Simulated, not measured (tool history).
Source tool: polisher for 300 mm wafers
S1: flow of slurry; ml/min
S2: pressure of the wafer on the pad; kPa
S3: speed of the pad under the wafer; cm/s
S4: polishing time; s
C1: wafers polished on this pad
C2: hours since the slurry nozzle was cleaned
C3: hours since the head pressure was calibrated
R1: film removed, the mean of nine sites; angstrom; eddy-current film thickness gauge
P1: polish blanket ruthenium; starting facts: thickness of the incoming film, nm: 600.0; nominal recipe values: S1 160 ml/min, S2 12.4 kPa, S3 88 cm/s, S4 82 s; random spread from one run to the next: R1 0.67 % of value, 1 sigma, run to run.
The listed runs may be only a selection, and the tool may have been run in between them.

run   hour   S1    S2   S3   S4    C1     C2      C3      R1
  1    4.3  160  12.4   88   82   549  294.5   891.4  862.45
  2    8.7  160  12.4   88  127   579  298.9   895.8    1354
  3   14.9  160   8.3  134   82   621  305.1     902  868.92
  4   22.9  160  19.3   88   82   676  313.1     910  1342.2
  5   30.3  160  12.4  112   82   727  320.5   917.4  1099.7
  6   35.5  160  12.4   48   82   762  325.7   922.6  469.35
  7   39.7  100  12.4   88   82   791  329.9   926.8  781.26
  8   48.6  160  12.4   88   82   851  338.8   935.7  856.61
  9   55.5  160   9.7   50   82   898  345.7   942.6  380.22
 10   63.3  160   6.9   88   82   952  353.5   950.4  473.59
 11   72.7  160  12.4   88   82  1016  362.9   959.8  853.05
 12   78.3  160  12.4   88   82  1054  368.5   965.4  866.39
 13     83  215  12.4   88   82  1086  373.2   970.1  904.77
 14   87.4   95   9.7   88   82  1116  377.6   974.5  607.78
 15   92.5  160  12.4   88   82  1151  382.7   979.6  852.58
 16    102  160  12.4   88   82  1216  392.2   989.1  861.85
 17  108.8  160  12.4   88   37  1262    399   995.9   382.5
 18  116.3  160  12.4   88   82  1313  406.5  1003.4  859.85
 19  121.4  160  12.4   88   82  1348  411.6  1008.5  833.73
 20  127.4  160  12.4   88   82  1389  417.6  1014.5  817.14
     129.9  -- head pressure recalibrated
 21  135.8  160  12.4   88   82  1446    426       6   806.1
 22  145.3  160  12.4   88   82  1511  435.5    15.5  812.39
 23  150.2  160  12.4   88   82  1544  440.4    20.4  807.01
 24  154.4  160  12.4   88   82  1573  444.6    24.6  801.25

P1 no longer gives what it gave before; its output has crept away from where it was. The following 2 causes, each at its listed size, fit the log equally well:
A: slurry flow missing at the pad, % = 30.8
B: removal rate lost through wear of the pad, % = 6.81
Creep in the process output first set in at about hour 116.3.
Each remaining cause and why it is not a fit:
head's pressure below its setpoint, %: serviced at hour 129.9, after the drift had started, without restoring the earlier output

Which of the check runs below tells the causes apart, meaning the causes would give it clearly different results? Each run uses 5 wafers whose results are averaged, and each result is shown as a question mark.
check 1  158.6  160  12.4   70  124               ?
check 2  158.6  115  12.4   70   82               ?
check 3  158.6  160  18.6  110   82               ?
check 4  158.6  160   8.3   88   39               ?

How each check would come out, cause by cause:
  check  result    if A    if B
check 1      R1  964.88  965.01
check 2      R1  585.18  599.64
check 3      R1    1504  1504.2
check 4      R1  254.34  254.37
Minimum pairwise separation of causes per check, each pair taken at its best-separating result: check 1 0.01 %; check 2 2.44 %; check 3 0.01 %; check 4 0.01 %
The other checks would show nearly matching results whichever cause is true, so check 2 is the only one that separates the causes.

Then check 2 was run and gave: R1 599.26 angstrom. Which cause is it?

B is the cause: removal rate lost through wear of the pad, %.
